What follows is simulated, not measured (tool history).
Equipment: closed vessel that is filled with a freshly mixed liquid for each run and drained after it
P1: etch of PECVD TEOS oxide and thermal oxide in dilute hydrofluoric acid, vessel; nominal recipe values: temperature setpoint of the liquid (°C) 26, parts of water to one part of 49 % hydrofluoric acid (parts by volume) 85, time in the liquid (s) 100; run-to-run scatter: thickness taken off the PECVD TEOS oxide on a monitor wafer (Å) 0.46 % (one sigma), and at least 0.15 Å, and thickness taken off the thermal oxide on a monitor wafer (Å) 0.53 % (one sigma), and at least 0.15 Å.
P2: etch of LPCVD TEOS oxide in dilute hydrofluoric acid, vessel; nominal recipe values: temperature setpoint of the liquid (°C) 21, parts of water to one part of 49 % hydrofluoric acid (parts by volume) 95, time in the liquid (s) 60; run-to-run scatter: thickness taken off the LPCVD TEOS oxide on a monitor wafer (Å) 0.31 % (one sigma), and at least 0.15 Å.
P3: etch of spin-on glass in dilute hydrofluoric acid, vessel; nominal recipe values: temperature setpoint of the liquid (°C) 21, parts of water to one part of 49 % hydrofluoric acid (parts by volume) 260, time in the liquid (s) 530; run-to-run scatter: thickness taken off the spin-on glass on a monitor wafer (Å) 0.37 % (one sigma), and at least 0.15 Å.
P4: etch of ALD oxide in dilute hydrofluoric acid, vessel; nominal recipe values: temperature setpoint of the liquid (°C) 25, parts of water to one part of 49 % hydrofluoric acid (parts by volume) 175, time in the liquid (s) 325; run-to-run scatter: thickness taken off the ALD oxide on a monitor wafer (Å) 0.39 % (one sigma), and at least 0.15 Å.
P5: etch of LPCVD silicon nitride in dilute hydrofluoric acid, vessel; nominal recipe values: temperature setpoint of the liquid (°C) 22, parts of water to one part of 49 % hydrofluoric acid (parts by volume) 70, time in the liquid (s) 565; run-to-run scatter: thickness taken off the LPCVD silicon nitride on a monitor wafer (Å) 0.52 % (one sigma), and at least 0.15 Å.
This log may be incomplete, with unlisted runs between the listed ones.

| run | hour | process that ran | temperature setpoint of the liquid (°C) | parts of water to one part of 49 % hydrofluoric acid (parts by volume) | time in the liquid (s) | hours since the thermometer was replaced | hours since the hydrofluoric acid flow meter was replaced | thickness taken off the PECVD TEOS oxide on a monitor wafer (Å) | thickness taken off the thermal oxide on a monitor wafer (Å) | thickness taken off the spin-on glass on a monitor wafer (Å) | thickness taken off the LPCVD silicon nitride on a monitor wafer (Å) | thickness taken off the LPCVD TEOS oxide on a monitor wafer (Å) | thickness taken off the ALD oxide on a monitor wafer (Å) |
|---|---|---|---|---|---|---|---|---|---|---|---|---|---|
| 1 | 9 | P1 | 26 | 85 | 100 | 216.5 | 1792.2 | 186.67 | 63.789 |  |  |  |  |
| 2 | 16.3 | P1 | 26 | 85 | 100 | 223.8 | 1799.5 | 188.34 | 63.378 |  |  |  |  |
| 3 | 26.9 | P1 | 26 | 85 | 45 | 234.4 | 1810.1 | 85.14 | 28.578 |  |  |  |  |
| 4 | 34.7 | P1 | 22 | 85 | 30 | 242.2 | 1817.9 | 48.039 | 16.077 |  |  |  |  |
| 5 | 41.2 | P1 | 26 | 130 | 100 | 248.7 | 1824.4 | 115.32 | 39.226 |  |  |  |  |
| 6 | 48.1 | P3 | 17 | 260 | 530 | 255.6 | 1831.3 |  |  | 274.34 |  |  |  |
| 7 | 56 | P1 | 26 | 85 | 100 | 263.5 | 1839.2 | 188.46 | 63.645 |  |  |  |  |
| 8 | 65.3 | P3 | 21 | 260 | 530 | 272.8 | 1848.5 |  |  | 317.72 |  |  |  |
| 9 | 75.2 | P5 | 22 | 70 | 565 | 282.7 | 1858.4 |  |  |  | 40.496 |  |  |
| 10 | 81.9 | P2 | 21 | 95 | 30 | 289.4 | 1865.1 |  |  |  |  | 46.12 |  |
| 11 | 86.4 | P1 | 32.5 | 35 | 100 | 293.9 | 1869.6 | 628.57 | 217.53 |  |  |  |  |
| 12 | 91.9 | P2 | 25.5 | 95 | 60 | 299.4 | 1875.1 |  |  |  |  | 110.89 |  |
| 13 | 100.9 | P1 | 26 | 55 | 100 | 308.4 | 1884.1 | 302.79 | 102.88 |  |  |  |  |
| 14 | 105.9 | P5 | 26 | 70 | 565 | 313.4 | 1889.1 |  |  |  | 53.279 |  |  |
| 15 | 113.2 | P1 | 26 | 85 | 145 | 320.7 | 1896.4 | 273.28 | 92.335 |  |  |  |  |
| 16 | 123.2 | P2 | 21 | 95 | 60 | 330.7 | 1906.4 |  |  |  |  | 91.839 |  |
| 17 | 133.7 | P4 | 25 | 305 | 325 | 341.2 | 1916.9 |  |  |  |  |  | 206.42 |
| 18 | 140.3 | P1 | 26 | 85 | 100 | 347.8 | 1923.5 | 186.91 | 64.354 |  |  |  |  |
| 19 | 146.1 | P2 | 21 | 160 | 60 | 353.6 | 1929.3 |  |  |  |  | 50.95 |  |
| 20 | 155.1 | P3 | 21 | 50 | 530 | 362.6 | 1938.3 |  |  | 2077.4 |  |  |  |
| 21 | 160.9 | P1 | 19.5 | 85 | 145 | 368.4 | 1944.1 | 209.74 | 71.115 |  |  |  |  |
| 22 | 170 | P2 | 21 | 95 | 60 | 377.5 | 1953.2 |  |  |  |  | 92.18 |  |
| 23 | 175 | P5 | 22 | 70 | 920 | 382.5 | 1958.2 |  |  |  | 65.747 |  |  |
| 24 | 180 | P1 | 26 | 85 | 100 | 387.5 | 1963.2 | 188.01 | 63.222 |  |  |  |  |
| 25 | 185.3 | P1 | 19.5 | 85 | 100 | 392.8 | 1968.5 | 143.93 | 49.544 |  |  |  |  |
| 26 | 193.4 | P1 | 30 | 85 | 100 | 400.9 | 1976.6 | 221.03 | 74.567 |  |  |  |  |
| 27 | 202.7 | P4 | 25 | 175 | 495 | 410.2 | 1985.9 |  |  |  |  |  | 630.37 |
| 28 | 208.5 | P4 | 17 | 175 | 325 | 416 | 1991.7 |  |  |  |  |  | 306.17 |
| 29 | 213.2 | P4 | 25 | 175 | 325 | 420.7 | 1996.4 |  |  |  |  |  | 413.3 |
| 30 | 220.9 | P3 | 21 | 260 | 285 | 428.4 | 2004.1 |  |  | 171.71 |  |  |  |
| 31 | 229.3 | P5 | 22 | 30 | 565 | 436.8 | 2012.5 |  |  |  | 93.039 |  |  |
| 32 | 239.9 | P1 | 26 | 85 | 100 | 447.4 | 2023.1 | 187.17 | 64.18 |  |  |  |  |
| 33 | 248.6 | P1 | 26 | 85 | 100 | 456.1 | 2031.8 | 180.56 | 61.661 |  |  |  |  |
| 34 | 256.6 | P1 | 26 | 85 | 100 | 464.1 | 2039.8 | 176.24 | 60.146 |  |  |  |  |
| 35 | 266 | P1 | 26 | 85 | 100 | 473.5 | 2049.2 | 175.41 | 59.335 |  |  |  |  |
| 36 | 272.6 | P1 | 26 | 85 | 100 | 480.1 | 2055.8 | 173.66 | 59.396 |  |  |  |  |
| 37 | 279.9 | P1 | 26 | 85 | 100 | 487.4 | 2063.1 | 173.94 | 59.045 |  |  |  |  |
| 38 | 286.6 | P1 | 26 | 85 | 100 | 494.1 | 2069.8 | 173.43 | 58.969 |  |  |  |  |
| 39 | 294 | P1 | 26 | 85 | 100 | 501.5 | 2077.2 | 172.42 | 58.302 |  |  |  |  |
| 40 | 298.8 | P1 | 26 | 85 | 100 | 506.3 | 2082 | 172.69 | 59.355 |  |  |  |  |

P1 has crept away from where it was. The log is fitted equally well by each of these 2 causes, at the sizes shown:
A: liquid colder than its thermometer reads (K) = 2.14
B: hydrofluoric acid flow below the setpoint (%) = 7.33
The onset of the drift is placed at about hour 239.9.

4 check runs are offered, one wafer each, their results left as question marks. Which one tells the causes apart?
| check 1 | 303.6 | P4 | 19 | 175 | 325 |  |  |  |  |  |  |  | ? |
| check 2 | 303.6 | P2 | 21 | 145 | 30 |  |  |  |  |  |  | ? |  |
| check 3 | 303.6 | P3 | 21 | 165 | 530 |  |  |  |  | ? |  |  |  |
| check 4 | 303.6 | P5 | 22 | 70 | 905 |  |  |  |  |  | ? |  |  |

Outcome of each check run for each possible cause:
| check | result | if A | if B |
|---|---|---|---|
| check 1 | thickness taken off the ALD oxide on a monitor wafer (Å) | 301.31 | 300.12 |
| check 2 | thickness taken off the LPCVD TEOS oxide on a monitor wafer (Å) | 26.269 | 26.194 |
| check 3 | thickness taken off the spin-on glass on a monitor wafer (Å) | 507.45 | 504.81 |
| check 4 | thickness taken off the LPCVD silicon nitride on a monitor wafer (Å) | 56.169 | 60.348 |
Separation of the two closest causes in each check, using whichever result separates them best: check 1 0.4 %; check 2 0.29 %; check 3 0.52 %; check 4 7.18 %
Check 4 tells the causes apart: in the others they would give nearly the same result.

With check 4 done, the readings were: thickness taken off the LPCVD silicon nitride on a monitor wafer (Å) 55.882. Identify which of the listed causes applies.

Of the candidate causes, it is A: liquid colder than its thermometer reads (K).

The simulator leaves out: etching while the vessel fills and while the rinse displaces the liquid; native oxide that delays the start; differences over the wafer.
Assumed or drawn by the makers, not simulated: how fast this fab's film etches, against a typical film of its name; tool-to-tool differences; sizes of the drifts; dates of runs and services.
